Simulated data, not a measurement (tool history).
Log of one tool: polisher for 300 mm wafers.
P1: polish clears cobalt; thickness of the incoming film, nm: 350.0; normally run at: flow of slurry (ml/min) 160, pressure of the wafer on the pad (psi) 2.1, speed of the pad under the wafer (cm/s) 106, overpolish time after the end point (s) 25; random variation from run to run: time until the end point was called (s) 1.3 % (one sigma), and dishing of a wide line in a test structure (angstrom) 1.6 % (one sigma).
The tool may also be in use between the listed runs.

run,hour,flow of slurry (ml/min),pressure of the wafer on the pad (psi),speed of the pad under the wafer (cm/s),overpolish time after the end point (s),time until the end point was called (s),dishing of a wide line in a test structure (angstrom)
1,14.6,160,2.1,106,25,70.159,566.37
2,25.2,160,2.1,106,25,69.565,568.55
3,37.4,160,1,106,25,145.87,406.84
4,53.3,160,2.1,106,49,69.803,666.36
5,66.3,160,2.1,48,25,151.75,389.24
# hour 69.4: head pressure recalibrated
6,77.4,160,2.1,106,25,70.081,566.34
7,89.2,160,2.1,106,25,69.553,579.68
8,104,95,2.1,106,25,77.696,534.03
9,117.8,160,2.1,106,25,68.846,565.2
10,134.2,95,1.4,106,25,117.61,465.36
11,144.9,160,2.1,164,25,44.552,637.76
12,159.2,160,2.1,106,8,69.445,304.19
13,171.2,215,2.1,106,25,67.517,574.08
14,179,160,3,106,25,48.843,627.43
15,192.6,160,1.1,106,36,131.16,514.87

The next listed run, before its measurement:
16,208.4,160,2.1,106,25,?,?

time until the end point was called (s): 68.625
dishing of a wide line in a test structure (angstrom): 559.48
